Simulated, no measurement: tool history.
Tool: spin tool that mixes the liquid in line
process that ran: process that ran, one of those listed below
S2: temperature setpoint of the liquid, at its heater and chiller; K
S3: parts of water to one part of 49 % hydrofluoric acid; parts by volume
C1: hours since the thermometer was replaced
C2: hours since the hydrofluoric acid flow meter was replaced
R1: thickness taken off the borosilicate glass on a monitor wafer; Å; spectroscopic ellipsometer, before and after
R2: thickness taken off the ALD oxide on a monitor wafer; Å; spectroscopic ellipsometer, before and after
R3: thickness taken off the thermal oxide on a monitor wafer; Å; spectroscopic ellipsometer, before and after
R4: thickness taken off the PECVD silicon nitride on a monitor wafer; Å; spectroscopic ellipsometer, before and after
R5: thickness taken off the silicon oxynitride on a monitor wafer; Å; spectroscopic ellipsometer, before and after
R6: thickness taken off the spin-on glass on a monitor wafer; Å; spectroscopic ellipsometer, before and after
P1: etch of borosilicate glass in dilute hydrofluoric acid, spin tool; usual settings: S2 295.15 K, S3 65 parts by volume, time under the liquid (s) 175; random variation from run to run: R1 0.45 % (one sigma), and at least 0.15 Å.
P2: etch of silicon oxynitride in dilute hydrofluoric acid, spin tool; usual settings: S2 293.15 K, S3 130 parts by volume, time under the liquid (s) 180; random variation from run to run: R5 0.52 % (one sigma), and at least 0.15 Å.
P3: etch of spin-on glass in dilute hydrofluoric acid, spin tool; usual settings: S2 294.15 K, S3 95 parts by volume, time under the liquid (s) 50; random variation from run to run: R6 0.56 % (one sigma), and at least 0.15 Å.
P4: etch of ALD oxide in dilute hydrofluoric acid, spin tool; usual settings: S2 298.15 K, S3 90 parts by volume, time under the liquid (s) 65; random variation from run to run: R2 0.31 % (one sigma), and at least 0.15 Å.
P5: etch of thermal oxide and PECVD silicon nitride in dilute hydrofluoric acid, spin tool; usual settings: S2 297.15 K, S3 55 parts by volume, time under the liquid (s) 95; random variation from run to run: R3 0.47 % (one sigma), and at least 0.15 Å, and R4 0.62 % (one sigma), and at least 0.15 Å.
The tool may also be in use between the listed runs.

run 1 day=0.154 | process_that_ran=P1 S2=295.15 S3=65 time_under_the_liquid_(s)=175 | C1=1573.3 C2=700.8 | R1=473.65
run 2 day=0.358 | process_that_ran=P1 S2=295.15 S3=65 time_under_the_liquid_(s)=175 | C1=1578.2 C2=705.7 | R1=468.72
run 3 day=0.471 | process_that_ran=P4 S2=298.15 S3=90 time_under_the_liquid_(s)=130 | C1=1580.9 C2=708.4 | R2=482.24
run 4 day=0.608 | process_that_ran=P1 S2=295.15 S3=65 time_under_the_liquid_(s)=305 | C1=1584.2 C2=711.7 | R1=824.52
run 5 day=0.708 | process_that_ran=P5 S2=297.15 S3=25 time_under_the_liquid_(s)=95 | C1=1586.6 C2=714.1 | R3=210.5 R4=115.64
run 6 day=0.854 | process_that_ran=P5 S2=304.65 S3=55 time_under_the_liquid_(s)=95 | C1=1590.1 C2=717.6 | R3=123.93 R4=87.853
run 7 day=1.004 | process_that_ran=P2 S2=293.15 S3=60 time_under_the_liquid_(s)=180 | C1=1593.7 C2=721.2 | R5=123.78
run 8 day=1.154 | process_that_ran=P4 S2=292.15 S3=90 time_under_the_liquid_(s)=65 | C1=1597.3 C2=724.8 | R2=190.29
run 9 day=1.329 | process_that_ran=P1 S2=295.15 S3=20 time_under_the_liquid_(s)=175 | C1=1601.5 C2=729 | R1=1624.9
run 10 day=1.483 | process_that_ran=P3 S2=294.15 S3=95 time_under_the_liquid_(s)=75 | C1=1605.2 C2=732.7 | R6=273.88
run 11 day=1.625 | process_that_ran=P4 S2=298.15 S3=90 time_under_the_liquid_(s)=65 | C1=1608.6 C2=736.1 | R2=240.99
run 12 day=1.775 | process_that_ran=P5 S2=297.15 S3=55 time_under_the_liquid_(s)=30 | C1=1612.2 C2=739.7 | R3=29.021 R4=17.056
run 13 day=1.967 | process_that_ran=P4 S2=298.15 S3=125 time_under_the_liquid_(s)=65 | C1=1616.8 C2=744.3 | R2=166.01
run 14 day=2.108 | process_that_ran=P2 S2=293.15 S3=130 time_under_the_liquid_(s)=180 | C1=1620.2 C2=747.7 | R5=54.099
run 15 day=2.279 | process_that_ran=P2 S2=290.15 S3=130 time_under_the_liquid_(s)=180 | C1=1624.3 C2=751.8 | R5=46.08
run 16 day=2.388 | process_that_ran=P1 S2=295.15 S3=65 time_under_the_liquid_(s)=175 | C1=1626.9 C2=754.4 | R1=475.11
run 17 day=2.521 | process_that_ran=P1 S2=290.15 S3=65 time_under_the_liquid_(s)=175 | C1=1630.1 C2=757.6 | R1=383.79
run 18 day=2.708 | process_that_ran=P1 S2=295.15 S3=110 time_under_the_liquid_(s)=175 | C1=1634.6 C2=762.1 | R1=265.59
run 19 day=2.888 | process_that_ran=P2 S2=293.15 S3=130 time_under_the_liquid_(s)=85 | C1=1638.9 C2=766.4 | R5=25.457
run 20 day=2.988 | process_that_ran=P1 S2=295.15 S3=65 time_under_the_liquid_(s)=175 | C1=1641.3 C2=768.8 | R1=475.26

Run 21 comes next. What will it give?
run 21 day=3.146 | process_that_ran=P1 S2=301.65 S3=65 time_under_the_liquid_(s)=175 | C1=1645.1 C2=772.6 | R1=?

Run 21 gave R1 613.92 Å.
